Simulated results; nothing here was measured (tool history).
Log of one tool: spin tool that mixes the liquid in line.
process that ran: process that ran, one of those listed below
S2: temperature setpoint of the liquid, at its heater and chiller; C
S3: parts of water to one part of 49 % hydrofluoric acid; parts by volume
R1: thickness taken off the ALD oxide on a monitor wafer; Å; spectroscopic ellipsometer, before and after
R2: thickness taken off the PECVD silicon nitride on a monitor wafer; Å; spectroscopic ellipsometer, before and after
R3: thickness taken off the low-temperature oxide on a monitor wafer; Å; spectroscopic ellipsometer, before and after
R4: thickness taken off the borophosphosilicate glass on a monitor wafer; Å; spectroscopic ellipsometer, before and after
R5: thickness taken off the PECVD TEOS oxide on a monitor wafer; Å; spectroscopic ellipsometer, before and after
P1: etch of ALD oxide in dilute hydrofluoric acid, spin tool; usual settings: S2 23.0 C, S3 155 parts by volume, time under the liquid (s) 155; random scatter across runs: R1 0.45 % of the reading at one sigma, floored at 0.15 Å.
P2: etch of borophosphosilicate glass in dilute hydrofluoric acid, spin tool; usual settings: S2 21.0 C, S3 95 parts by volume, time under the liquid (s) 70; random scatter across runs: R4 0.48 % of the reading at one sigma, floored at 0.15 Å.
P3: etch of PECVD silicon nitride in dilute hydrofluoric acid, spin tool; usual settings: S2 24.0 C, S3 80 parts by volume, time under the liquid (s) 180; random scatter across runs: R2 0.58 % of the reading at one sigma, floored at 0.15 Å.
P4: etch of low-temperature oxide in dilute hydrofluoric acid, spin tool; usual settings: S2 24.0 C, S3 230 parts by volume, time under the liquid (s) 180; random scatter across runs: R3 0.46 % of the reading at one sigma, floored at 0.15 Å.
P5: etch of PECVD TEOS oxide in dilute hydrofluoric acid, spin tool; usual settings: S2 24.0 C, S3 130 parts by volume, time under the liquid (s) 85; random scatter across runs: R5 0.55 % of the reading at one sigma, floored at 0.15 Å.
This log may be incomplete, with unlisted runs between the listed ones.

Run 1, day 0.608: process that ran P1, S2 23.0 C, S3 155 parts by volume, time under the liquid (s) 155. Result: R1 187.510 Å.
Run 2, day 1.238: process that ran P3, S2 24.0 C, S3 115 parts by volume, time under the liquid (s) 180. Result: R2 86.922 Å.
Run 3, day 1.742: process that ran P4, S2 24.0 C, S3 230 parts by volume, time under the liquid (s) 280. Result: R3 145.950 Å.
Run 4, day 2.100: process that ran P4, S2 24.0 C, S3 95 parts by volume, time under the liquid (s) 180. Result: R3 262.620 Å.
Run 5, day 2.429: process that ran P3, S2 24.0 C, S3 80 parts by volume, time under the liquid (s) 15. Result: R2 10.460 Å.
Run 6, day 2.979: process that ran P4, S2 24.0 C, S3 230 parts by volume, time under the liquid (s) 180. Result: R3 92.520 Å.
Run 7, day 3.479: process that ran P1, S2 23.0 C, S3 155 parts by volume, time under the liquid (s) 155. Result: R1 187.360 Å.
Run 8, day 3.871: process that ran P2, S2 21.0 C, S3 140 parts by volume, time under the liquid (s) 70. Result: R4 113.42 Å.
Run 9, day 4.400: process that ran P3, S2 24.0 C, S3 80 parts by volume, time under the liquid (s) 180. Result: R2 124.670 Å.
Run 10, day 5.029: process that ran P5, S2 24.0 C, S3 130 parts by volume, time under the liquid (s) 20. Result: R5 26.634 Å.
Run 11, day 5.433: process that ran P1, S2 23.0 C, S3 90 parts by volume, time under the liquid (s) 275. Result: R1 619.400 Å.
Run 12, day 5.829: process that ran P2, S2 21.0 C, S3 95 parts by volume, time under the liquid (s) 120. Result: R4 302.47 Å.
Run 13, day 6.221: process that ran P1, S2 19.0 C, S3 155 parts by volume, time under the liquid (s) 155. Result: R1 159.200 Å.
Run 14, day 6.521: process that ran P1, S2 26.5 C, S3 155 parts by volume, time under the liquid (s) 40. Result: R1 55.089 Å.
Run 15, day 6.929: process that ran P1, S2 23.0 C, S3 155 parts by volume, time under the liquid (s) 155. Result: R1 186.920 Å.
Run 16, day 7.400: process that ran P2, S2 21.0 C, S3 95 parts by volume, time under the liquid (s) 70. Result: R4 175.64 Å.
Run 17, day 7.904: process that ran P1, S2 23.0 C, S3 155 parts by volume, time under the liquid (s) 15. Result: R1 18.073 Å.
Run 18, day 8.500: process that ran P2, S2 21.0 C, S3 95 parts by volume, time under the liquid (s) 70. Result: R4 177.41 Å.
Run 19, day 9.075: process that ran P4, S2 19.5 C, S3 230 parts by volume, time under the liquid (s) 180. Result: R3 79.146 Å.

What does the tool deliver on the next run?
Run 20, day 9.392: process that ran P5, S2 24.0 C, S3 80 parts by volume, time under the liquid (s) 85. Result: R5 ?.

Logged for run 20: R5 196.280 Å.

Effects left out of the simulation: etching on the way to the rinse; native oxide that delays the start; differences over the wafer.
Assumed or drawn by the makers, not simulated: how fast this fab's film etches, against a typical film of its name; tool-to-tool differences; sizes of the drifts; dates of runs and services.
